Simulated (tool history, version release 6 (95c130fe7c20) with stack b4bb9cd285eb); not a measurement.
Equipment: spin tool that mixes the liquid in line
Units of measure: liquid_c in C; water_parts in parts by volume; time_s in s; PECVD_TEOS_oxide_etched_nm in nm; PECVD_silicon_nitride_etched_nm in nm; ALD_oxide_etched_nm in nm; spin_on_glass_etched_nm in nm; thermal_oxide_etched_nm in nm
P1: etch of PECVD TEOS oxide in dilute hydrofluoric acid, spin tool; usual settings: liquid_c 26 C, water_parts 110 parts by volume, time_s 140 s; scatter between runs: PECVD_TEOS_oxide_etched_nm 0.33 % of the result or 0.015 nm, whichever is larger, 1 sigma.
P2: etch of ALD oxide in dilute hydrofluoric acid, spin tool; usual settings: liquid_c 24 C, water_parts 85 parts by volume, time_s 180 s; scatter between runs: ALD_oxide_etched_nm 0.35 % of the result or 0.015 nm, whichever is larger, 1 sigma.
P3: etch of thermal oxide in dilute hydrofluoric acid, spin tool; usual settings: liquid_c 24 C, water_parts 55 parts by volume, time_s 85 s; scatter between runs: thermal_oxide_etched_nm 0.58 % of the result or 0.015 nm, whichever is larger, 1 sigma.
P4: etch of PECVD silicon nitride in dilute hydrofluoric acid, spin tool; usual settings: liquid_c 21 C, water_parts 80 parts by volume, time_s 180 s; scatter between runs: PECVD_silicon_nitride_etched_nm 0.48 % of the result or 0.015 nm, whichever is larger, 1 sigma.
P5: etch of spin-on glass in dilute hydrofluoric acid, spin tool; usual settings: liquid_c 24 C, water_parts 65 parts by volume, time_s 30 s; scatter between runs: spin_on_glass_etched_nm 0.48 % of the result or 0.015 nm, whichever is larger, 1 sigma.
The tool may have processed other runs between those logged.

run	hour	process	liquid_c	water_parts	time_s	PECVD_TEOS_oxide_etched_nm	PECVD_silicon_nitride_etched_nm	ALD_oxide_etched_nm	spin_on_glass_etched_nm	thermal_oxide_etched_nm
1	14.3	P1	26	110	140	19.905				
2	24.4	P1	26	110	55	7.7918				
3	32.3	P1	18.5	110	15	1.5572				
4	41.9	P4	21	80	180		5.8114			
5	54.9	P1	26	110	235	33.327				
6	66.2	P4	21	80	40		1.2956			
7	82.6	P2	24	85	180			22.274		
8	98.2	P2	19	85	180			17.945		
9	109.7	P4	28.5	80	180		9.5475			
10	127.1	P4	21	80	180		5.8184			
11	136.6	P5	24	65	30				13.755	
12	149.3	P1	32	110	195	34.657				
13	163.7	P3	24	55	85					7.8496
14	179.5	P1	26	110	140	19.851				
15	194	P1	26	110	140	19.839				
16	210.5	P5	24	25	30				37.842	
17	227.8	P1	26	170	140	11.906				
18	238.3	P1	26	65	140	35.567				
19	254.7	P5	32.5	65	30				19.256	
20	263.9	P1	26	110	140	19.877				
21	280.6	P1	31	110	140	23.992				
22	297.9	P3	18.5	55	85					6.2475
23	307.6	P2	24	85	325			39.909		
24	316.4	P3	24	55	15					1.3742
25	329.8	P1	26	110	140	19.857				
26	339.4	P5	24	65	50				22.922	
27	356.2	P5	24	65	30				13.712	
28	373	P1	18.5	110	140	14.797				
29	389.9	P1	26	110	140	19.955				
30	398.6	P2	24	135	180			13.166		
31	414.9	P4	21	125	180		3.7412			
32	429.8	P3	24	20	85					22.839
33	447.1	P1	26	110	140	19.857				
34	461.5	P1	26	110	140	19.871				
35	476.7	P1	26	110	140	20.53				
36	488.4	P1	26	110	140	20.666				
37	505.1	P1	26	110	140	20.897				
38	518.1	P1	26	110	140	20.848				
39	534.8	P1	26	110	140	20.89				
40	543.3	P1	26	110	140	21.02				

Compared with where it was, what P1 gives has crept away. Each cause listed below fits the log as well as the rest, at the size given for it:
A: hydrofluoric acid flow above the setpoint (%) = 5.05
B: liquid hotter than its thermometer reads (K) = 1.47
The creep began at about hour 461.5.

Each of the 4 check runs below uses one wafer; its results are left as question marks. Which run tells the causes apart?
check 1	551.8	P3	24	55	85					?
check 2	551.8	P5	24	65	30				?	
check 3	551.8	P2	24	85	180			?		
check 4	551.8	P4	21	80	180		?			

Outcome of each check run for each possible cause:
check	result	if A	if B
check 1	thermal_oxide_etched_nm	8.2886	8.3487
check 2	spin_on_glass_etched_nm	14.5	14.59
check 3	ALD_oxide_etched_nm	23.399	23.493
check 4	PECVD_silicon_nitride_etched_nm	6.118	6.4398
Smallest distance between any two causes, each pair judged by its most separating result, in per cent: check 1 0.72 %; check 2 0.62 %; check 3 0.4 %; check 4 5.13 %
Only in check 4 would the causes give clearly different results; in the remaining checks their results would be nearly the same.

Then check 4 was run and gave: PECVD_silicon_nitride_etched_nm 6.3759 nm. Which cause is it?

Of the candidate causes, it is B: liquid hotter than its thermometer reads (K).
